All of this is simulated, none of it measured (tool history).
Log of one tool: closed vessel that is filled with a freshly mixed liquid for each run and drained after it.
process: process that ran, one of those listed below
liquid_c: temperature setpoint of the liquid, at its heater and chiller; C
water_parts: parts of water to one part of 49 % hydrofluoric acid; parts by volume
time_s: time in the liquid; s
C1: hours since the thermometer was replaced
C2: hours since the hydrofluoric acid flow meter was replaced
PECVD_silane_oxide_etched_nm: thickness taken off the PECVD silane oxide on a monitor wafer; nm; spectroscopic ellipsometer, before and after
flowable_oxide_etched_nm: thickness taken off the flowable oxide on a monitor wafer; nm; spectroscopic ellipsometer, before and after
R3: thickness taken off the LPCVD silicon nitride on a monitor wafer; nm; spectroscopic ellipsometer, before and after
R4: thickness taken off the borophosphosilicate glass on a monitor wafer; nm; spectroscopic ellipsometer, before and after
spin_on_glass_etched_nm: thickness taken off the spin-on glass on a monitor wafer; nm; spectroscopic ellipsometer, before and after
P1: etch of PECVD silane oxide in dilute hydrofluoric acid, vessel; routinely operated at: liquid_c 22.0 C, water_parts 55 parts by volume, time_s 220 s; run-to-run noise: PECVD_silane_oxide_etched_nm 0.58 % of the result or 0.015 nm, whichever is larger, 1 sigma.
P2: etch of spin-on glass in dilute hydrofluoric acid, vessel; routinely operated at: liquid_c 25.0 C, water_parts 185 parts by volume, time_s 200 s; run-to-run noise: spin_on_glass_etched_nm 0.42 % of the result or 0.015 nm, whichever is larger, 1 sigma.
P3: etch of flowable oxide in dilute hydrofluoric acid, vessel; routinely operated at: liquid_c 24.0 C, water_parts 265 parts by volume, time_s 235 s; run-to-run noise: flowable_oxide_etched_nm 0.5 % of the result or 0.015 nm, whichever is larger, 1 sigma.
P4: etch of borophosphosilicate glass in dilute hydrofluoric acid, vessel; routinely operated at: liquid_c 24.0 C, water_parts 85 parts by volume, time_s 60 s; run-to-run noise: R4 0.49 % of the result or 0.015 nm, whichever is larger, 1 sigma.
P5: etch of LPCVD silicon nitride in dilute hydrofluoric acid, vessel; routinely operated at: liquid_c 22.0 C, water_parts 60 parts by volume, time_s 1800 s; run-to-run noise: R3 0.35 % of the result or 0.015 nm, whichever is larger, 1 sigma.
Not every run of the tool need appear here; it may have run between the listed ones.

{"run": 1, "hour": 4.4, "process": "P1", "liquid_c": 22.0, "water_parts": 55, "time_s": 220, "C1": 148.2, "C2": 555.7, "PECVD_silane_oxide_etched_nm": 58.436}
{"run": 2, "hour": 9.3, "process": "P3", "liquid_c": 24.0, "water_parts": 265, "time_s": 235, "C1": 153.1, "C2": 560.6, "flowable_oxide_etched_nm": 22.798}
{"run": 3, "hour": 16.7, "process": "P5", "liquid_c": 22.0, "water_parts": 60, "time_s": 1800, "C1": 160.5, "C2": 568.0, "R3": 13.09}
{"run": 4, "hour": 23.7, "process": "P4", "liquid_c": 24.0, "water_parts": 85, "time_s": 60, "C1": 167.5, "C2": 575.0, "R4": 32.81}
{"run": 5, "hour": 30.5, "process": "P2", "liquid_c": 25.0, "water_parts": 185, "time_s": 200, "C1": 174.3, "C2": 581.8, "spin_on_glass_etched_nm": 29.288}
{"run": 6, "hour": 36.0, "process": "P1", "liquid_c": 22.0, "water_parts": 55, "time_s": 120, "C1": 179.8, "C2": 587.3, "PECVD_silane_oxide_etched_nm": 32.22}
{"run": 7, "hour": 41.6, "process": "P2", "liquid_c": 25.0, "water_parts": 185, "time_s": 200, "C1": 185.4, "C2": 592.9, "spin_on_glass_etched_nm": 29.531}
{"run": 8, "hour": 47.6, "process": "P1", "liquid_c": 22.0, "water_parts": 55, "time_s": 220, "C1": 191.4, "C2": 598.9, "PECVD_silane_oxide_etched_nm": 58.582}
{"run": 9, "hour": 53.5, "process": "P1", "liquid_c": 22.0, "water_parts": 55, "time_s": 220, "C1": 197.3, "C2": 604.8, "PECVD_silane_oxide_etched_nm": 59.019}
{"run": 10, "hour": 63.0, "process": "P3", "liquid_c": 24.0, "water_parts": 265, "time_s": 365, "C1": 206.8, "C2": 614.3, "flowable_oxide_etched_nm": 35.385}
{"run": 11, "hour": 70.2, "process": "P1", "liquid_c": 22.0, "water_parts": 20, "time_s": 220, "C1": 214.0, "C2": 621.5, "PECVD_silane_oxide_etched_nm": 168.08}
{"run": 12, "hour": 76.0, "process": "P1", "liquid_c": 17.0, "water_parts": 90, "time_s": 220, "C1": 219.8, "C2": 627.3, "PECVD_silane_oxide_etched_nm": 28.124}
{"run": 13, "hour": 80.4, "process": "P2", "liquid_c": 20.5, "water_parts": 185, "time_s": 200, "C1": 224.2, "C2": 631.7, "spin_on_glass_etched_nm": 24.895}
{"run": 14, "hour": 86.1, "process": "P4", "liquid_c": 24.0, "water_parts": 85, "time_s": 60, "C1": 229.9, "C2": 637.4, "R4": 32.602}
{"run": 15, "hour": 94.8, "process": "P4", "liquid_c": 17.0, "water_parts": 85, "time_s": 60, "C1": 238.6, "C2": 646.1, "R4": 24.591}
{"run": 16, "hour": 99.4, "process": "P5", "liquid_c": 22.0, "water_parts": 25, "time_s": 1800, "C1": 243.2, "C2": 650.7, "R3": 30.535}
{"run": 17, "hour": 104.1, "process": "P1", "liquid_c": 22.0, "water_parts": 55, "time_s": 220, "C1": 247.9, "C2": 655.4, "PECVD_silane_oxide_etched_nm": 58.792}
{"run": 18, "hour": 108.7, "process": "P1", "liquid_c": 17.5, "water_parts": 55, "time_s": 220, "C1": 252.5, "C2": 660.0, "PECVD_silane_oxide_etched_nm": 48.907}
{"run": 19, "hour": 113.5, "process": "P1", "liquid_c": 22.0, "water_parts": 55, "time_s": 220, "C1": 257.3, "C2": 664.8, "PECVD_silane_oxide_etched_nm": 59.042}
{"run": 20, "hour": 118.9, "process": "P2", "liquid_c": 25.0, "water_parts": 185, "time_s": 390, "C1": 262.7, "C2": 670.2, "spin_on_glass_etched_nm": 57.293}
{"run": 21, "hour": 128.0, "process": "P3", "liquid_c": 24.0, "water_parts": 265, "time_s": 235, "C1": 271.8, "C2": 679.3, "flowable_oxide_etched_nm": 22.812}
{"run": 22, "hour": 132.4, "process": "P4", "liquid_c": 24.0, "water_parts": 45, "time_s": 60, "C1": 276.2, "C2": 683.7, "R4": 64.907}
{"run": 23, "hour": 141.5, "process": "P3", "liquid_c": 24.0, "water_parts": 45, "time_s": 235, "C1": 285.3, "C2": 692.8, "flowable_oxide_etched_nm": 171.49}
{"run": 24, "hour": 150.5, "process": "P1", "liquid_c": 22.0, "water_parts": 55, "time_s": 340, "C1": 294.3, "C2": 701.8, "PECVD_silane_oxide_etched_nm": 90.854}
{"run": 25, "hour": 157.7, "process": "P2", "liquid_c": 25.0, "water_parts": 45, "time_s": 200, "C1": 301.5, "C2": 709.0, "spin_on_glass_etched_nm": 143.59}
{"run": 26, "hour": 166.6, "process": "P5", "liquid_c": 17.0, "water_parts": 60, "time_s": 1800, "C1": 310.4, "C2": 717.9, "R3": 9.2717}
{"run": 27, "hour": 173.8, "process": "P1", "liquid_c": 28.0, "water_parts": 55, "time_s": 220, "C1": 317.6, "C2": 725.1, "PECVD_silane_oxide_etched_nm": 74.826}
{"run": 28, "hour": 180.5, "process": "P1", "liquid_c": 22.0, "water_parts": 100, "time_s": 220, "C1": 324.3, "C2": 731.8, "PECVD_silane_oxide_etched_nm": 30.964}
{"run": 29, "hour": 185.3, "process": "P5", "liquid_c": 22.0, "water_parts": 60, "time_s": 1800, "C1": 329.1, "C2": 736.6, "R3": 13.101}
{"run": 30, "hour": 193.8, "process": "P1", "liquid_c": 22.0, "water_parts": 25, "time_s": 115, "C1": 337.6, "C2": 745.1, "PECVD_silane_oxide_etched_nm": 70.896}
{"run": 31, "hour": 199.6, "process": "P4", "liquid_c": 24.0, "water_parts": 85, "time_s": 30, "C1": 343.4, "C2": 750.9, "R4": 16.274}
{"run": 32, "hour": 207.2, "process": "P5", "liquid_c": 22.0, "water_parts": 60, "time_s": 270, "C1": 351.0, "C2": 758.5, "R3": 1.964}
{"run": 33, "hour": 216.1, "process": "P3", "liquid_c": 17.0, "water_parts": 265, "time_s": 235, "C1": 359.9, "C2": 767.4, "flowable_oxide_etched_nm": 17.578}
{"run": 34, "hour": 221.8, "process": "P1", "liquid_c": 22.0, "water_parts": 55, "time_s": 220, "C1": 365.6, "C2": 773.1, "PECVD_silane_oxide_etched_nm": 59.078}
{"run": 35, "hour": 230.0, "process": "P1", "liquid_c": 22.0, "water_parts": 55, "time_s": 220, "C1": 373.8, "C2": 781.3, "PECVD_silane_oxide_etched_nm": 57.144}
{"run": 36, "hour": 235.8, "process": "P1", "liquid_c": 22.0, "water_parts": 55, "time_s": 220, "C1": 379.6, "C2": 787.1, "PECVD_silane_oxide_etched_nm": 56.587}
{"run": 37, "hour": 242.4, "process": "P1", "liquid_c": 22.0, "water_parts": 55, "time_s": 220, "C1": 386.2, "C2": 793.7, "PECVD_silane_oxide_etched_nm": 54.913}
{"run": 38, "hour": 249.3, "process": "P1", "liquid_c": 22.0, "water_parts": 55, "time_s": 220, "C1": 393.1, "C2": 800.6, "PECVD_silane_oxide_etched_nm": 54.896}
{"run": 39, "hour": 255.5, "process": "P1", "liquid_c": 22.0, "water_parts": 55, "time_s": 220, "C1": 399.3, "C2": 806.8, "PECVD_silane_oxide_etched_nm": 54.952}
{"run": 40, "hour": 264.8, "process": "P1", "liquid_c": 22.0, "water_parts": 55, "time_s": 220, "C1": 408.6, "C2": 816.1, "PECVD_silane_oxide_etched_nm": 54.655}
{"run": 41, "hour": 273.4, "process": "P1", "liquid_c": 22.0, "water_parts": 55, "time_s": 220, "C1": 417.2, "C2": 824.7, "PECVD_silane_oxide_etched_nm": 54.051}
{"run": 42, "hour": 278.3, "process": "P1", "liquid_c": 22.0, "water_parts": 55, "time_s": 220, "C1": 422.1, "C2": 829.6, "PECVD_silane_oxide_etched_nm": 53.935}
{"run": 43, "hour": 287.0, "process": "P1", "liquid_c": 22.0, "water_parts": 55, "time_s": 220, "C1": 430.8, "C2": 838.3, "PECVD_silane_oxide_etched_nm": 53.753}
{"run": 44, "hour": 294.9, "process": "P1", "liquid_c": 22.0, "water_parts": 55, "time_s": 220, "C1": 438.7, "C2": 846.2, "PECVD_silane_oxide_etched_nm": 53.835}
{"run": 45, "hour": 304.6, "process": "P1", "liquid_c": 22.0, "water_parts": 55, "time_s": 220, "C1": 448.4, "C2": 855.9, "PECVD_silane_oxide_etched_nm": 53.701}

The log shows P1 creeping away from where it was. Any of the 2 causes listed here, at the size stated for it, fits the log just as well as the others:
A: liquid colder than its thermometer reads (K) = 2.26
B: hydrofluoric acid flow below the setpoint (%) = 8.46
Onset of the creep was near hour 221.8.

Below are 4 check runs, each on a single wafer, with their results shown as question marks. Which of them would tell the listed causes apart, meaning the causes would give clearly different results under it?
{"run": "check 1", "hour": 314.3, "process": "P3", "liquid_c": 24.0, "water_parts": 60, "time_s": 235, "flowable_oxide_etched_nm": "?"}
{"run": "check 2", "hour": 314.3, "process": "P4", "liquid_c": 24.0, "water_parts": 55, "time_s": 30, "R4": "?"}
{"run": "check 3", "hour": 314.3, "process": "P5", "liquid_c": 17.0, "water_parts": 35, "time_s": 1800, "R3": "?"}
{"run": "check 4", "hour": 314.3, "process": "P2", "liquid_c": 25.0, "water_parts": 45, "time_s": 200, "spin_on_glass_etched_nm": "?"}

Expected result of each check under each candidate cause:
check=check_1 result=flowable_oxide_etched_nm if_A=115.390 if_B=115.090
check=check_2 result=R4 if_A=23.919 if_B=23.883
check=check_3 result=R3 if_A=13.2420 if_B=14.3140
check=check_4 result=spin_on_glass_etched_nm if_A=130.780 if_B=130.690
Distance between the nearest two causes, measured in the result of the check that separates them most: check 1 0.26 %; check 2 0.15 %; check 3 7.78 %; check 4 0.06 %
Check 3 is the one run that separates the causes; every other check would come out nearly the same whichever cause is at work.

With check 3 done, the readings were: R3 14.2640 nm. Identify which of the listed causes applies.

It was cause B: hydrofluoric acid flow below the setpoint (%).
